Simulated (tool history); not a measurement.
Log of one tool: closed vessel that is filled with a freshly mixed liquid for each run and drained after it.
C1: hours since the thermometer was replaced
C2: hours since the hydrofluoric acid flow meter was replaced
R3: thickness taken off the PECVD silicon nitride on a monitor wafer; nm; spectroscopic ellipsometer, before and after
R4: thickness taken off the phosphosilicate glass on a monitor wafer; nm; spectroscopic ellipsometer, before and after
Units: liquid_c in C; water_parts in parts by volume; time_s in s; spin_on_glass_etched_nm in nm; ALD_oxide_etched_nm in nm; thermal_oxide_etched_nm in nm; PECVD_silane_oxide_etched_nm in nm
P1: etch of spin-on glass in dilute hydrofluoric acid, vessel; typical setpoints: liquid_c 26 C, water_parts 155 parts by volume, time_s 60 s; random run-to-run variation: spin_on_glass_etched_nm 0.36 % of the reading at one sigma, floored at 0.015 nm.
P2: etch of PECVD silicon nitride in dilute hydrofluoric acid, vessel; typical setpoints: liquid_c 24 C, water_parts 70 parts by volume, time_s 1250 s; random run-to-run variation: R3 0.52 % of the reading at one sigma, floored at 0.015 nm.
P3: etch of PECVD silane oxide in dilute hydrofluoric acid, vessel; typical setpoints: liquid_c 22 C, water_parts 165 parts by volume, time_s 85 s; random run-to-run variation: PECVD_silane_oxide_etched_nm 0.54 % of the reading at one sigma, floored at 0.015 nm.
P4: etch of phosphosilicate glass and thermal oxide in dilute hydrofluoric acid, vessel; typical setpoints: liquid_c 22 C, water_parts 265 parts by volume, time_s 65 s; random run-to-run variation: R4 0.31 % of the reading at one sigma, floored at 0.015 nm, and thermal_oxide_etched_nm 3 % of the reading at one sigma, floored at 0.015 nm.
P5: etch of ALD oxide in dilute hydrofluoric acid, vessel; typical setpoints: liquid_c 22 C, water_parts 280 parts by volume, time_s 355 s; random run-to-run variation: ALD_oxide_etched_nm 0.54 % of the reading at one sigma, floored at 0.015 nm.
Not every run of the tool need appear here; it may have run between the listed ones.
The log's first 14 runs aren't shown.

Run 15, day 3.933: process P3, liquid_c 22 C, water_parts 295 parts by volume, time_s 85 s; C1 909.6; C2 1094.6. Result: PECVD_silane_oxide_etched_nm 3.8515 nm.
Run 16, day 4.142: process P1, liquid_c 26 C, water_parts 155 parts by volume, time_s 60 s; C1 914.6; C2 1099.6. Result: spin_on_glass_etched_nm 15.516 nm.
Run 17, day 4.446: process P2, liquid_c 24 C, water_parts 70 parts by volume, time_s 570 s; C1 921.9; C2 1106.9. Result: R3 20.604 nm.
Run 18, day 4.704: process P1, liquid_c 26 C, water_parts 50 parts by volume, time_s 85 s; C1 928.1; C2 1113.1. Result: spin_on_glass_etched_nm 78.113 nm.
Run 19, day 5.017: process P3, liquid_c 17 C, water_parts 165 parts by volume, time_s 85 s; C1 935.6; C2 1120.6. Result: PECVD_silane_oxide_etched_nm 6.4467 nm.
Run 20, day 5.221: process P5, liquid_c 22 C, water_parts 280 parts by volume, time_s 355 s; C1 940.5; C2 1125.5. Result: ALD_oxide_etched_nm 22.946 nm.
Run 21, day 5.588: process P4, liquid_c 22 C, water_parts 450 parts by volume, time_s 65 s; C1 949.3; C2 1134.3. Result: R4 5.8082 nm, thermal_oxide_etched_nm 0.47792 nm.
Run 22, day 5.754: process P1, liquid_c 26 C, water_parts 35 parts by volume, time_s 60 s; C1 953.3; C2 1138.3. Result: spin_on_glass_etched_nm 80.855 nm.
Run 23, day 5.921: process P1, liquid_c 30.5 C, water_parts 155 parts by volume, time_s 60 s; C1 957.3; C2 1142.3. Result: spin_on_glass_etched_nm 18.383 nm.
Run 24, day 6.129: process P1, liquid_c 26 C, water_parts 155 parts by volume, time_s 60 s; C1 962.3; C2 1147.3. Result: spin_on_glass_etched_nm 15.503 nm.
Run 25, day 6.45: process P1, liquid_c 21 C, water_parts 155 parts by volume, time_s 60 s; C1 970; C2 1155. Result: spin_on_glass_etched_nm 12.855 nm.
Run 26, day 6.658: process P3, liquid_c 22 C, water_parts 165 parts by volume, time_s 130 s; C1 975; C2 1160. Result: PECVD_silane_oxide_etched_nm 12.121 nm.
Run 27, day 6.908: process P5, liquid_c 22 C, water_parts 280 parts by volume, time_s 355 s; C1 981; C2 1166. Result: ALD_oxide_etched_nm 22.797 nm.
Run 28, day 7.204: process P4, liquid_c 22 C, water_parts 265 parts by volume, time_s 130 s; C1 988.1; C2 1173.1. Result: R4 23.137 nm, thermal_oxide_etched_nm 1.8982 nm.
Run 29, day 7.442: process P1, liquid_c 26 C, water_parts 155 parts by volume, time_s 30 s; C1 993.8; C2 1178.8. Result: spin_on_glass_etched_nm 7.7906 nm.
Run 30, day 7.646: process P1, liquid_c 19.5 C, water_parts 240 parts by volume, time_s 60 s; C1 998.7; C2 1183.7. Result: spin_on_glass_etched_nm 7.1515 nm.
Run 31, day 8.004: process P5, liquid_c 22 C, water_parts 430 parts by volume, time_s 355 s; C1 1007.3; C2 1192.3. Result: ALD_oxide_etched_nm 13.157 nm.
Run 32, day 8.283: process P2, liquid_c 28 C, water_parts 70 parts by volume, time_s 1250 s; C1 1014; C2 1199. Result: R3 58.508 nm.
Run 33, day 8.454: process P1, liquid_c 26 C, water_parts 155 parts by volume, time_s 90 s; C1 1018.1; C2 1203.1. Result: spin_on_glass_etched_nm 23.278 nm.
Run 34, day 8.821: process P5, liquid_c 22 C, water_parts 280 parts by volume, time_s 45 s; C1 1026.9; C2 1211.9. Result: ALD_oxide_etched_nm 2.935 nm.
Run 35, day 9.021: process P1, liquid_c 26 C, water_parts 155 parts by volume, time_s 60 s; C1 1031.7; C2 1216.7. Result: spin_on_glass_etched_nm 15.525 nm.
Run 36, day 9.346: process P1, liquid_c 26 C, water_parts 155 parts by volume, time_s 60 s; C1 1039.5; C2 1224.5. Result: spin_on_glass_etched_nm 15.132 nm.
Run 37, day 9.692: process P1, liquid_c 26 C, water_parts 155 parts by volume, time_s 60 s; C1 1047.8; C2 1232.8. Result: spin_on_glass_etched_nm 14.846 nm.

Run 38 comes next. What will it give?
Run 38, day 9.938: process P1, liquid_c 26 C, water_parts 155 parts by volume, time_s 60 s; C1 1053.7; C2 1238.7. Result: spin_on_glass_etched_nm ?.

Run 38 produced spin_on_glass_etched_nm 14.757 nm.

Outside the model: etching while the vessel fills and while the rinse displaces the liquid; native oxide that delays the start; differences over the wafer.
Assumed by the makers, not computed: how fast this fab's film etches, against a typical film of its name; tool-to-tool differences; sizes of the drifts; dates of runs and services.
